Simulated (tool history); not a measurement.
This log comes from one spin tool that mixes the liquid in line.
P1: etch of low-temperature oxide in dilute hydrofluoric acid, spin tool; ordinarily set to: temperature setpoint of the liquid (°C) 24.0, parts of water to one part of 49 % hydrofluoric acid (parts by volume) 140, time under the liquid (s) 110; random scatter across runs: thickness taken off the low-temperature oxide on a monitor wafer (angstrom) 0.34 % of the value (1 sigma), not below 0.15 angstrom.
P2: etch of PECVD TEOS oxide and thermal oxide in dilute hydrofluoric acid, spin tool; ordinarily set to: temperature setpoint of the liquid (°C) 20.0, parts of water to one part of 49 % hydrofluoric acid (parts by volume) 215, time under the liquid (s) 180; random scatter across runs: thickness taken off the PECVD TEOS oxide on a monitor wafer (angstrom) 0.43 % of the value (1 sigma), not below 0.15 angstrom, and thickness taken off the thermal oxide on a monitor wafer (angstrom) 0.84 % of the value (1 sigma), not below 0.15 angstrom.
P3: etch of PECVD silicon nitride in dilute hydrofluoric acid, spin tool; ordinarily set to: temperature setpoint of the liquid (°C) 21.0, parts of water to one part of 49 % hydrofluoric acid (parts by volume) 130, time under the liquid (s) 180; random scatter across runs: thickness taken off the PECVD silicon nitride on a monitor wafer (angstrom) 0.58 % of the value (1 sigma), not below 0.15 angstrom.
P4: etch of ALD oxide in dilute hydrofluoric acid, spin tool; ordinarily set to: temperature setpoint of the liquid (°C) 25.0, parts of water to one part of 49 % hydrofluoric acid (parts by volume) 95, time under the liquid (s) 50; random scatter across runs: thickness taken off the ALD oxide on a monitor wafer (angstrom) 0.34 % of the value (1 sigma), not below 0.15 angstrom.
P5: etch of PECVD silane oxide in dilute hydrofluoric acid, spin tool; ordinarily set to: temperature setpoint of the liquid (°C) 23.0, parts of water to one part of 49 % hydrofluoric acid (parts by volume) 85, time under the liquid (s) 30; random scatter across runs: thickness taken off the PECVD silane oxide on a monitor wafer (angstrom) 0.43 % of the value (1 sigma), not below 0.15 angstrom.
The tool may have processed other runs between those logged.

run   hour  process that ran  temperature setpoint of the liquid (°C)  parts of water to one part of 49 % hydrofluoric acid (parts by volume)  time under the liquid (s)  hours since the thermometer was replaced  hours since the hydrofluoric acid flow meter was replaced  thickness taken off the low-temperature oxide on a monitor wafer (angstrom)  thickness taken off the PECVD TEOS oxide on a monitor wafer (angstrom)  thickness taken off the thermal oxide on a monitor wafer (angstrom)  thickness taken off the ALD oxide on a monitor wafer (angstrom)  thickness taken off the PECVD silane oxide on a monitor wafer (angstrom)  thickness taken off the PECVD silicon nitride on a monitor wafer (angstrom)
  1    9.0                P1                                     24.0                                                                     140                        110                                     274.9                                                      860.5                                                                      183.620
  2   15.1                P2                                     25.0                                                                     215                        180                                     281.0                                                      866.6                                                                                                                                              100.190                                                              36.9990
  3   27.2                P4                                     25.0                                                                      95                         80                                     293.1                                                      878.7                                                                                                                                                                                                                                                                                    193.820
  4   34.8                P1                                     17.0                                                                     140                        110                                     300.7                                                      886.3                                                                      138.760
  5   41.9                P2                                     20.0                                                                     215                        180                                     307.8                                                      893.4                                                                                                                                               82.966                                                              30.6330
  6   48.2                P1                                     24.0                                                                     140                        110                                     314.1                                                      899.7                                                                      183.750
  7   56.0                P1                                     20.5                                                                     240                        110                                     321.9                                                      907.5                                                                       84.168
  8   63.6                P1                                     30.5                                                                     140                        110                                     329.5                                                      915.1                                                                      234.310
  9   76.0                P5                                     23.0                                                                      85                         15                                     341.9                                                      927.5                                                                                                                                                                                                                                                                                                                                                               47.347
 10   81.6                P1                                     24.0                                                                     140                        110                                     347.5                                                      933.1                                                                      183.210
 11   89.3                P1                                     24.0                                                                     140                        110                                     355.2                                                      940.8                                                                      184.800
 12   99.2                P2                                     20.0                                                                     215                         45                                     365.1                                                      950.7                                                                                                                                               20.928                                                               7.6141
 13  106.0                P4                                     17.0                                                                      95                         50                                     371.9                                                      957.5                                                                                                                                                                                                                                                                                     87.114
 14  115.5                P1                                     24.0                                                                     140                        110                                     381.4                                                      967.0                                                                      183.150
 15  121.0                P5                                     23.0                                                                      85                         30                                     386.9                                                      972.5                                                                                                                                                                                                                                                                                                                                                               95.631
 16  128.5                P3                                     21.0                                                                     130                        265                                     394.4                                                      980.0                                                                                                                                                                                                                                                                                                                                                                                                                                            51.484
 17  135.5                P3                                     17.0                                                                     130                        180                                     401.4                                                      987.0                                                                                                                                                                                                                                                                                                                                                                                                                                            26.939
 18  147.6                P3                                     21.0                                                                     215                        180                                     413.5                                                      999.1                                                                                                                                                                                                                                                                                                                                                                                                                                            21.170
 19  156.7                P1                                     24.0                                                                     140                         45                                     422.6                                                     1008.2                                                                       74.536
 20  164.5                P4                                     25.0                                                                     140                         50                                     430.4                                                     1016.0                                                                                                                                                                                                                                                                                     77.240
 21  172.7                P1                                     24.0                                                                     210                        110                                     438.6                                                     1024.2                                                                      113.200
 22  182.7                P1                                     24.0                                                                     140                        205                                     448.6                                                     1034.2                                                                      344.160
 23  191.3                P3                                     21.0                                                                     130                        180                                     457.2                                                     1042.8                                                                                                                                                                                                                                                                                                                                                                                                                                            34.949
 24  197.3                P5                                     23.0                                                                     135                         30                                     463.2                                                     1048.8                                                                                                                                                                                                                                                                                                                                                               56.729
 25  207.2                P5                                     23.0                                                                      85                         30                                     473.1                                                     1058.7                                                                                                                                                                                                                                                                                                                                                               96.352
 26  213.4                P2                                     20.0                                                                     215                        180                                     479.3                                                     1064.9                                                                                                                                               82.694                                                              30.1950
 27  225.6                P1                                     24.0                                                                     140                        110                                     491.5                                                     1077.1                                                                      183.950
 28  236.2                P5                                     30.5                                                                      85                         30                                     502.1                                                     1087.7                                                                                                                                                                                                                                                                                                                                                              127.630
 29  247.3                P1                                     24.0                                                                      65                        110                                     513.2                                                     1098.8                                                                      435.460
 30  256.9                P2                                     20.0                                                                      85                        180                                     522.8                                                     1108.4                                                                                                                                              240.590                                                              89.6530
 31  268.7                P4                                     25.0                                                                      95                         50                                     534.6                                                     1120.2                                                                                                                                                                                                                                                                                    120.870
 32  278.2                P1                                     24.0                                                                     140                        110                                     544.1                                                     1129.7                                                                      184.160
 33  283.9                P1                                     24.0                                                                     140                        110                                     549.8                                                     1135.4                                                                      189.390
 34  289.4                P1                                     24.0                                                                     140                        110                                     555.3                                                     1140.9                                                                      192.410
 35  296.3                P1                                     24.0                                                                     140                        110                                     562.2                                                     1147.8                                                                      194.940
 36  305.0                P1                                     24.0                                                                     140                        110                                     570.9                                                     1156.5                                                                      197.810

What does the tool deliver on the next run?
 37  312.1                P1                                     24.0                                                                     140                        110                                     578.0                                                     1163.6                                                                            ?

thickness taken off the low-temperature oxide on a monitor wafer (angstrom): 197.490
